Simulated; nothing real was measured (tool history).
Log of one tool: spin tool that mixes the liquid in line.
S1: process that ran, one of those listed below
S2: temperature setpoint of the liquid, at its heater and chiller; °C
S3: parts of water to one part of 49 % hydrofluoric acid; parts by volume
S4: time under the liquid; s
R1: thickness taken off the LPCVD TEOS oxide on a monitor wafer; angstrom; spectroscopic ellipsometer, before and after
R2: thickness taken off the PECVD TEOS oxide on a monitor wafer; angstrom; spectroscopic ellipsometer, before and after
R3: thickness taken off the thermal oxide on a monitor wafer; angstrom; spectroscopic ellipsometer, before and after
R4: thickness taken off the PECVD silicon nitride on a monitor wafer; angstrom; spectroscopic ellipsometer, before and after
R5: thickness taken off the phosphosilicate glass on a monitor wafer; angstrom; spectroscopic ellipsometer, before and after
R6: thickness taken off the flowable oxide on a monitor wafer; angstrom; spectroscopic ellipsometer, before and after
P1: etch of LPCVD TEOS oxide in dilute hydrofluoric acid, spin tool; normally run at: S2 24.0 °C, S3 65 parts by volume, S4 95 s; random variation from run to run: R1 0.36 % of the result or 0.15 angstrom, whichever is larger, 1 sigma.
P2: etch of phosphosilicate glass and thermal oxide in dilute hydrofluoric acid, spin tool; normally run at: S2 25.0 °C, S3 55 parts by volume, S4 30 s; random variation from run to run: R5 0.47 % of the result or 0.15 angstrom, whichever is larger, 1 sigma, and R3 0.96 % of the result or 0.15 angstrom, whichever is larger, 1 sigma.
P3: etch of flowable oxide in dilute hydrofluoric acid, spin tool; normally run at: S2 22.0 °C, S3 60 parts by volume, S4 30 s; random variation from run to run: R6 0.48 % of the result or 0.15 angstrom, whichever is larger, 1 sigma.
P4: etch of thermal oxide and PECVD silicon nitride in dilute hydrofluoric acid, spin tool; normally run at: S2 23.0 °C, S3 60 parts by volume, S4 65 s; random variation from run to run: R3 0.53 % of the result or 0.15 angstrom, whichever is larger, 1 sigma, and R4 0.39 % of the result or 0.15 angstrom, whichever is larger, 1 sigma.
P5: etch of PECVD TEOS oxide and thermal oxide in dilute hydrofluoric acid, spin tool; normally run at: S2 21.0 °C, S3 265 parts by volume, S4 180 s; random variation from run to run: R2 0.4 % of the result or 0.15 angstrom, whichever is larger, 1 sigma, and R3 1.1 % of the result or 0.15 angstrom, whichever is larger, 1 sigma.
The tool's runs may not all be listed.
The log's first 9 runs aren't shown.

run   hour  S1    S2   S3   S4       R1       R2        R3      R4      R5      R6
 10   76.9  P1  24.0   65   95  413.570
 11   85.4  P1  20.5   30   95  815.390
      91.5  -- thermometer replaced
 12   94.0  P4  31.0   60   65                     71.8190  97.916
 13  103.9  P5  21.0  265  180            49.732   23.4750
 14  114.1  P1  24.0   65   95  418.070
 15  123.9  P2  17.0   55   30                     19.4900          348.89
 16  128.8  P1  24.0   65   20   87.759
 17  136.4  P1  32.5   65   95  582.310
 18  142.3  P4  23.0   85   65                     36.5490  41.275
 19  149.4  P1  24.0   65  170  743.550
 20  156.1  P3  22.0   60   30                                              182.52
 21  166.4  P1  24.0  100   15   40.906
 22  172.1  P5  17.0  265  180            42.424   19.9550
 23  179.1  P5  21.0  265  180            49.494   23.5300
 24  184.3  P2  25.0   55   60                     54.2780          983.51
 25  193.4  P1  24.0   90   95  293.080
 26  198.4  P3  22.0   60   65                                              390.89
 27  203.4  P1  20.0   65   95  351.580
 28  208.3  P3  29.5   60   30                                              244.19
 29  213.3  P5  21.0   50  180           330.810  157.4000
 30  218.6  P1  24.0   65   95  417.550
 31  227.3  P1  24.0   65   95  418.430

Forecast run 32:
 32  235.8  P1  24.0  65  95   ?

Run 32 gave R1 428.590 angstrom.
